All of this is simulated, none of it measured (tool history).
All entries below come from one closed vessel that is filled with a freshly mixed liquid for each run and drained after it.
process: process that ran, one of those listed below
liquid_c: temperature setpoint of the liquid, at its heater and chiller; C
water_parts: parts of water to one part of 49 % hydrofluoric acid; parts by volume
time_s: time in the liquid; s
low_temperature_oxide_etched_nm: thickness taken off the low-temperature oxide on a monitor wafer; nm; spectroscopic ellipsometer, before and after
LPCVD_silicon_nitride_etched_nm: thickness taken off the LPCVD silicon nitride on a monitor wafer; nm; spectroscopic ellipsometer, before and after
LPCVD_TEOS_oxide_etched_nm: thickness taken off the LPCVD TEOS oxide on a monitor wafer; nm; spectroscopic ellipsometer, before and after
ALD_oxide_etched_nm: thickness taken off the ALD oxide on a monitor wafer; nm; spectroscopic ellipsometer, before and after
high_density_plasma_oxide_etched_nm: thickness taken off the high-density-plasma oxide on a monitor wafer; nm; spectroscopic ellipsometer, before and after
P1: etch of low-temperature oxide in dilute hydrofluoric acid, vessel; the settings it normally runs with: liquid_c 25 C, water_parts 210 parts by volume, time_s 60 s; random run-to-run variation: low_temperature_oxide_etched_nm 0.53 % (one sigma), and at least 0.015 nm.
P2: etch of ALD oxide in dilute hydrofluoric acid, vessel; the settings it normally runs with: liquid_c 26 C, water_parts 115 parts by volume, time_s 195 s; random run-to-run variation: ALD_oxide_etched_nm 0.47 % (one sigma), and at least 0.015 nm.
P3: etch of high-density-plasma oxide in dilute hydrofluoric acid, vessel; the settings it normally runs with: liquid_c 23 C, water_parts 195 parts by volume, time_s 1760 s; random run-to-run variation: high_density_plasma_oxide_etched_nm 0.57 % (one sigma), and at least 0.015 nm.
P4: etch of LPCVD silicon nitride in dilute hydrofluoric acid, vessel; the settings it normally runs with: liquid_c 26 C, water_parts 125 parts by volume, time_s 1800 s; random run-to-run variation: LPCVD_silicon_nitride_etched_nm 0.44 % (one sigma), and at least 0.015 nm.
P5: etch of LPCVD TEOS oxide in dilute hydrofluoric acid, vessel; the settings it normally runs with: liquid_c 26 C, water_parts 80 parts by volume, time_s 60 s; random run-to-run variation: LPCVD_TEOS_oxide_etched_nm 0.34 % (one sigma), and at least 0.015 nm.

| run | hour | process | liquid_c | water_parts | time_s | hours since the thermometer was replaced | hours since the hydrofluoric acid flow meter was replaced | low_temperature_oxide_etched_nm | LPCVD_silicon_nitride_etched_nm | LPCVD_TEOS_oxide_etched_nm | ALD_oxide_etched_nm | high_density_plasma_oxide_etched_nm |
|---|---|---|---|---|---|---|---|---|---|---|---|---|
| 1 | 14.4 | P1 | 25 | 210 | 60 | 634.2 | 961.1 | 7.3908 |  |  |  |  |
| 2 | 29.9 | P1 | 25 | 210 | 60 | 649.7 | 976.6 | 7.459 |  |  |  |  |
| 3 | 41.4 | P4 | 26 | 205 | 1800 | 661.2 | 988.1 |  | 4.6827 |  |  |  |
| 4 | 53.4 | P5 | 34 | 80 | 60 | 673.2 | 1000.1 |  |  | 22.93 |  |  |
| 5 | 66.9 | P1 | 25 | 210 | 60 | 686.7 | 1013.6 | 7.4678 |  |  |  |  |
| 6 | 79.9 | P2 | 34 | 115 | 195 | 699.7 | 1026.6 |  |  |  | 31.243 |  |
| 7 | 91.2 | P1 | 19 | 210 | 30 | 711 | 1037.9 | 2.9198 |  |  |  |  |
| 8 | 98.8 | P3 | 17 | 195 | 1760 | 718.6 | 1045.5 |  |  |  |  | 38.384 |
| 9 | 109 | P5 | 26 | 80 | 60 | 728.8 | 1055.7 |  |  | 16.934 |  |  |
| 10 | 122.2 | P3 | 23 | 195 | 1760 | 742 | 1068.9 |  |  |  |  | 48.492 |
| 11 | 136.9 | P2 | 26 | 115 | 195 | 756.7 | 1083.6 |  |  |  | 23.077 |  |
| 12 | 147.7 | P1 | 25 | 210 | 110 | 767.5 | 1094.4 | 13.622 |  |  |  |  |
| 13 | 157.5 | P1 | 25 | 210 | 60 | 777.3 | 1104.2 | 7.4241 |  |  |  |  |
| 14 | 166.8 | P1 | 25 | 210 | 60 | 786.6 | 1113.5 | 7.4636 |  |  |  |  |
| 15 | 178.7 | P3 | 23 | 315 | 1760 | 798.5 | 1125.4 |  |  |  |  | 26.526 |
| 16 | 189.8 | P1 | 31.5 | 210 | 60 | 809.6 | 1136.5 | 9.2899 |  |  |  |  |
|  | 192.5 | thermometer replaced |
| 17 | 200.7 | P4 | 32.5 | 125 | 1800 | 8.2 | 1147.4 |  | 11.47 |  |  |  |
| 18 | 215.3 | P2 | 26 | 175 | 195 | 22.8 | 1162 |  |  |  | 14.126 |  |
| 19 | 228.2 | P3 | 23 | 195 | 450 | 35.7 | 1174.9 |  |  |  |  | 12.378 |
| 20 | 242.8 | P2 | 26 | 115 | 195 | 50.3 | 1189.5 |  |  |  | 23.191 |  |
| 21 | 258.1 | P1 | 25 | 210 | 60 | 65.6 | 1204.8 | 7.3634 |  |  |  |  |
| 22 | 265.4 | P1 | 25 | 210 | 30 | 72.9 | 1212.1 | 3.7004 |  |  |  |  |
| 23 | 272.4 | P5 | 26 | 80 | 115 | 79.9 | 1219.1 |  |  | 32.431 |  |  |
| 24 | 286.6 | P1 | 18 | 210 | 35 | 94.1 | 1233.3 | 3.2856 |  |  |  |  |
| 25 | 294 | P1 | 25 | 85 | 60 | 101.5 | 1240.7 | 21.252 |  |  |  |  |
| 26 | 309.1 | P4 | 26 | 125 | 1800 | 116.6 | 1255.8 |  | 7.7135 |  |  |  |
| 27 | 317.4 | P5 | 26 | 125 | 60 | 124.9 | 1264.1 |  |  | 10.22 |  |  |
| 28 | 329.7 | P4 | 26 | 125 | 1800 | 137.2 | 1276.4 |  | 7.6579 |  |  |  |
| 29 | 341.6 | P4 | 26 | 125 | 540 | 149.1 | 1288.3 |  | 2.2588 |  |  |  |
| 30 | 351.9 | P1 | 25 | 370 | 60 | 159.4 | 1298.6 | 3.5846 |  |  |  |  |
| 31 | 363.6 | P2 | 26 | 115 | 110 | 171.1 | 1310.3 |  |  |  | 13.019 |  |
| 32 | 379 | P5 | 26 | 80 | 60 | 186.5 | 1325.7 |  |  | 16.889 |  |  |
| 33 | 388.5 | P1 | 20.5 | 210 | 60 | 196 | 1335.2 | 6.3137 |  |  |  |  |
| 34 | 399.6 | P1 | 25 | 210 | 60 | 207.1 | 1346.3 | 7.4619 |  |  |  |  |
| 35 | 411.6 | P1 | 25 | 210 | 60 | 219.1 | 1358.3 | 7.2572 |  |  |  |  |
| 36 | 426.7 | P1 | 25 | 210 | 60 | 234.2 | 1373.4 | 7.1103 |  |  |  |  |
| 37 | 440 | P1 | 25 | 210 | 60 | 247.5 | 1386.7 | 6.994 |  |  |  |  |
| 38 | 451.3 | P1 | 25 | 210 | 60 | 258.8 | 1398 | 6.8965 |  |  |  |  |
| 39 | 464.3 | P1 | 25 | 210 | 60 | 271.8 | 1411 | 6.8647 |  |  |  |  |
| 40 | 479.5 | P1 | 25 | 210 | 60 | 287 | 1426.2 | 6.8782 |  |  |  |  |
| 41 | 486.6 | P1 | 25 | 210 | 60 | 294.1 | 1433.3 | 6.8682 |  |  |  |  |
| 42 | 494.7 | P1 | 25 | 210 | 60 | 302.2 | 1441.4 | 6.7791 |  |  |  |  |
| 43 | 508.7 | P1 | 25 | 210 | 60 | 316.2 | 1455.4 | 6.8131 |  |  |  |  |
| 44 | 521.5 | P1 | 25 | 210 | 60 | 329 | 1468.2 | 6.8703 |  |  |  |  |

What P1 gives has crept away from where it was. These 2 causes fit the log equally well, each at the size given:
A: hydrofluoric acid flow below the setpoint (%) = 6.52
B: liquid colder than its thermometer reads (K) = 2.27
The gradual shift began around hour 399.6.

Of the 4 check runs listed below, each run on one wafer and each result written as a question mark, which would let you distinguish the listed causes because they would give clearly different results?
| check 1 | 534.3 | P2 | 32 | 115 | 195 |  |  |  |  |  | ? |  |
| check 2 | 534.3 | P4 | 29.5 | 125 | 1800 |  |  |  | ? |  |  |  |
| check 3 | 534.3 | P3 | 17 | 195 | 625 |  |  |  |  |  |  | ? |
| check 4 | 534.3 | P5 | 34 | 80 | 110 |  |  |  |  | ? |  |  |

What every check run would give for each of its results, assuming each possible cause in turn:
| check | result | if A | if B |
|---|---|---|---|
| check 1 | ALD_oxide_etched_nm | 26.831 | 26.714 |
| check 2 | LPCVD_silicon_nitride_etched_nm | 8.9137 | 8.2734 |
| check 3 | high_density_plasma_oxide_etched_nm | 12.542 | 12.392 |
| check 4 | LPCVD_TEOS_oxide_etched_nm | 38.974 | 38.658 |
Smallest distance between any two causes, each pair judged by its most separating result, in per cent: check 1 0.44 %; check 2 7.45 %; check 3 1.2 %; check 4 0.81 %
Of the check runs offered, only check 2 discriminates between the causes; the rest would read about the same regardless of which cause applies.

Running check 2 produced the following: LPCVD_silicon_nitride_etched_nm 8.2724 nm. Which one of the listed causes fits?

B is the cause: liquid colder than its thermometer reads (K).
